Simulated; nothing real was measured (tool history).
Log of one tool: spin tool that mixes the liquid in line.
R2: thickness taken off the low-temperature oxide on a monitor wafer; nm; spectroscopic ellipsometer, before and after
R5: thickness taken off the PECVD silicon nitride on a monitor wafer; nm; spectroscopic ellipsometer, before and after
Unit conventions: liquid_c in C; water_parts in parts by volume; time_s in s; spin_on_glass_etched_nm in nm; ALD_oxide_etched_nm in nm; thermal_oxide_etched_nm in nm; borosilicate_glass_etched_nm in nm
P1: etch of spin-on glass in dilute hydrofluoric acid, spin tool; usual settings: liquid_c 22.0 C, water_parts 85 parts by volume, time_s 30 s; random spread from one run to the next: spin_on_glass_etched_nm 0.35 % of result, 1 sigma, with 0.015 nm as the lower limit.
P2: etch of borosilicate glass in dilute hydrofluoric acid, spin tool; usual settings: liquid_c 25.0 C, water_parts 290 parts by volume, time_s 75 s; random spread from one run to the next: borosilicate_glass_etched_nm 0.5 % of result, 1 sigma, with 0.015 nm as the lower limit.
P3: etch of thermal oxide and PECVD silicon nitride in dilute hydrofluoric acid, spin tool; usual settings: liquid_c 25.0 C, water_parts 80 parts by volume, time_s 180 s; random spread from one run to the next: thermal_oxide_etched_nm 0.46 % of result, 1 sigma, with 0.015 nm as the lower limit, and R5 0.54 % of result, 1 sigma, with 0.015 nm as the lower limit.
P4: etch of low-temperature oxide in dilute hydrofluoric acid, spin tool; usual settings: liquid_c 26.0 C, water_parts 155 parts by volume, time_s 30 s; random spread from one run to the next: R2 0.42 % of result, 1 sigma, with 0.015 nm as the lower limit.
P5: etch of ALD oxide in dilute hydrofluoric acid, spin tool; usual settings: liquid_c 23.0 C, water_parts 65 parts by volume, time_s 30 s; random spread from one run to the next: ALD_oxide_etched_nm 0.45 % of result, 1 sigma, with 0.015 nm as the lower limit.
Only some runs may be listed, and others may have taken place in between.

{"run": 1, "hour": 7.0, "process": "P1", "liquid_c": 22.0, "water_parts": 85, "time_s": 30, "spin_on_glass_etched_nm": 9.6366}
{"run": 2, "hour": 15.8, "process": "P4", "liquid_c": 26.0, "water_parts": 155, "time_s": 30, "R2": 7.1283}
{"run": 3, "hour": 23.2, "process": "P1", "liquid_c": 22.0, "water_parts": 85, "time_s": 30, "spin_on_glass_etched_nm": 9.6651}
{"run": 4, "hour": 33.4, "process": "P1", "liquid_c": 22.0, "water_parts": 85, "time_s": 30, "spin_on_glass_etched_nm": 9.6498}
{"run": 5, "hour": 46.5, "process": "P5", "liquid_c": 23.0, "water_parts": 110, "time_s": 30, "ALD_oxide_etched_nm": 8.0606}
{"run": 6, "hour": 55.9, "process": "P1", "liquid_c": 22.0, "water_parts": 85, "time_s": 30, "spin_on_glass_etched_nm": 9.6507}
{"run": 7, "hour": 69.4, "process": "P5", "liquid_c": 23.0, "water_parts": 65, "time_s": 55, "ALD_oxide_etched_nm": 26.241}
{"run": 8, "hour": 79.4, "process": "P1", "liquid_c": 29.5, "water_parts": 85, "time_s": 30, "spin_on_glass_etched_nm": 12.99}
{"run": 9, "hour": 88.5, "process": "P5", "liquid_c": 17.0, "water_parts": 65, "time_s": 30, "ALD_oxide_etched_nm": 11.059}
{"run": 10, "hour": 97.8, "process": "P5", "liquid_c": 23.0, "water_parts": 65, "time_s": 30, "ALD_oxide_etched_nm": 14.365}
{"run": 11, "hour": 106.3, "process": "P5", "liquid_c": 23.0, "water_parts": 65, "time_s": 30, "ALD_oxide_etched_nm": 14.382}
{"run": 12, "hour": 113.1, "process": "P3", "liquid_c": 25.0, "water_parts": 25, "time_s": 180, "thermal_oxide_etched_nm": 37.252, "R5": 18.235}
{"run": 13, "hour": 125.9, "process": "P4", "liquid_c": 26.0, "water_parts": 155, "time_s": 15, "R2": 3.4716}
{"run": 14, "hour": 133.0, "process": "P1", "liquid_c": 22.0, "water_parts": 85, "time_s": 30, "spin_on_glass_etched_nm": 9.6871}
{"run": 15, "hour": 140.6, "process": "P3", "liquid_c": 25.0, "water_parts": 80, "time_s": 180, "thermal_oxide_etched_nm": 10.791, "R5": 5.8189}
{"run": 16, "hour": 149.9, "process": "P2", "liquid_c": 25.0, "water_parts": 290, "time_s": 75, "borosilicate_glass_etched_nm": 4.7908}
{"run": 17, "hour": 161.2, "process": "P3", "liquid_c": 25.0, "water_parts": 80, "time_s": 15, "thermal_oxide_etched_nm": 0.929, "R5": 0.51587}
{"run": 18, "hour": 174.6, "process": "P1", "liquid_c": 22.0, "water_parts": 115, "time_s": 30, "spin_on_glass_etched_nm": 6.8939}
{"run": 19, "hour": 183.5, "process": "P3", "liquid_c": 19.0, "water_parts": 80, "time_s": 180, "thermal_oxide_etched_nm": 8.4901, "R5": 3.9158}
{"run": 20, "hour": 194.5, "process": "P1", "liquid_c": 17.0, "water_parts": 85, "time_s": 30, "spin_on_glass_etched_nm": 7.8148}
{"run": 21, "hour": 203.7, "process": "P2", "liquid_c": 20.0, "water_parts": 290, "time_s": 75, "borosilicate_glass_etched_nm": 4.0062}
{"run": 22, "hour": 211.1, "process": "P2", "liquid_c": 25.0, "water_parts": 105, "time_s": 75, "borosilicate_glass_etched_nm": 16.261}
{"run": 23, "hour": 221.2, "process": "P2", "liquid_c": 25.0, "water_parts": 290, "time_s": 25, "borosilicate_glass_etched_nm": 1.6093}
{"run": 24, "hour": 230.4, "process": "P1", "liquid_c": 17.0, "water_parts": 85, "time_s": 55, "spin_on_glass_etched_nm": 14.407}
{"run": 25, "hour": 240.9, "process": "P1", "liquid_c": 22.0, "water_parts": 85, "time_s": 55, "spin_on_glass_etched_nm": 17.624}
{"run": 26, "hour": 250.6, "process": "P1", "liquid_c": 22.0, "water_parts": 85, "time_s": 15, "spin_on_glass_etched_nm": 4.8224}
{"run": 27, "hour": 261.4, "process": "P4", "liquid_c": 31.5, "water_parts": 155, "time_s": 30, "R2": 8.5326}
{"run": 28, "hour": 269.4, "process": "P4", "liquid_c": 26.0, "water_parts": 155, "time_s": 30, "R2": 7.0542}
{"run": 29, "hour": 277.0, "process": "P1", "liquid_c": 22.0, "water_parts": 40, "time_s": 30, "spin_on_glass_etched_nm": 21.79}
{"run": 30, "hour": 287.2, "process": "P1", "liquid_c": 22.0, "water_parts": 85, "time_s": 30, "spin_on_glass_etched_nm": 9.641}
{"run": 31, "hour": 297.8, "process": "P4", "liquid_c": 26.0, "water_parts": 25, "time_s": 30, "R2": 51.727}
{"run": 32, "hour": 305.2, "process": "P1", "liquid_c": 22.0, "water_parts": 85, "time_s": 30, "spin_on_glass_etched_nm": 9.6802}
{"run": 33, "hour": 318.1, "process": "P1", "liquid_c": 22.0, "water_parts": 85, "time_s": 30, "spin_on_glass_etched_nm": 9.5829}
{"run": 34, "hour": 325.3, "process": "P1", "liquid_c": 22.0, "water_parts": 85, "time_s": 30, "spin_on_glass_etched_nm": 9.428}
{"run": 35, "hour": 337.3, "process": "P1", "liquid_c": 22.0, "water_parts": 85, "time_s": 30, "spin_on_glass_etched_nm": 9.2166}
{"run": 36, "hour": 346.5, "process": "P1", "liquid_c": 22.0, "water_parts": 85, "time_s": 30, "spin_on_glass_etched_nm": 9.0861}
{"run": 37, "hour": 353.4, "process": "P1", "liquid_c": 22.0, "water_parts": 85, "time_s": 30, "spin_on_glass_etched_nm": 9.0794}
{"run": 38, "hour": 366.5, "process": "P1", "liquid_c": 22.0, "water_parts": 85, "time_s": 30, "spin_on_glass_etched_nm": 8.9792}
{"run": 39, "hour": 379.6, "process": "P1", "liquid_c": 22.0, "water_parts": 85, "time_s": 30, "spin_on_glass_etched_nm": 9.0034}
{"run": 40, "hour": 390.6, "process": "P1", "liquid_c": 22.0, "water_parts": 85, "time_s": 30, "spin_on_glass_etched_nm": 8.8782}
{"run": 41, "hour": 399.1, "process": "P1", "liquid_c": 22.0, "water_parts": 85, "time_s": 30, "spin_on_glass_etched_nm": 8.9162}
{"run": 42, "hour": 410.0, "process": "P1", "liquid_c": 22.0, "water_parts": 85, "time_s": 30, "spin_on_glass_etched_nm": 8.885}
{"run": 43, "hour": 417.4, "process": "P1", "liquid_c": 22.0, "water_parts": 85, "time_s": 30, "spin_on_glass_etched_nm": 8.9223}

The output of P1 has drifted from where it used to be. Each of the 2 causes below, taken at the size shown beside it, accounts for the log equally well:
A: liquid colder than its thermometer reads (K) = 1.97
B: hydrofluoric acid flow below the setpoint (%) = 7.06
The drift started at roughly hour 318.1.

Each of the 4 check runs below uses one wafer; its results are left as question marks. Which run tells the causes apart?
{"run": "check 1", "hour": 424.8, "process": "P3", "liquid_c": 25.0, "water_parts": 40, "time_s": 180, "thermal_oxide_etched_nm": "?", "R5": "?"}
{"run": "check 2", "hour": 424.8, "process": "P5", "liquid_c": 17.0, "water_parts": 65, "time_s": 30, "ALD_oxide_etched_nm": "?"}
{"run": "check 3", "hour": 424.8, "process": "P2", "liquid_c": 20.5, "water_parts": 130, "time_s": 75, "borosilicate_glass_etched_nm": "?"}
{"run": "check 4", "hour": 424.8, "process": "P4", "liquid_c": 26.0, "water_parts": 70, "time_s": 15, "R2": "?"}

What each check would give under each cause:
check=check_1 result=thermal_oxide_etched_nm if_A=21.0630 if_B=21.1540
check=check_1 result=R5 if_A=10.12800 if_B=10.77600
check=check_2 result=ALD_oxide_etched_nm if_A=10.2290 if_B=10.3000
check=check_3 result=borosilicate_glass_etched_nm if_A=9.8209 if_B=9.7806
check=check_4 result=R2 if_A=8.0179 if_B=8.0077
Per-check spread between the two closest causes, in the result where they differ most: check 1 6.2 %; check 2 0.69 %; check 3 0.41 %; check 4 0.13 %
Only in check 1 would the causes give clearly different results; in the remaining checks their results would be nearly the same.

After running check 1, the following was obtained: thermal_oxide_etched_nm 21.2150 nm; R5 10.75800 nm. Which cause does this point to?

It is B: hydrofluoric acid flow below the setpoint (%).
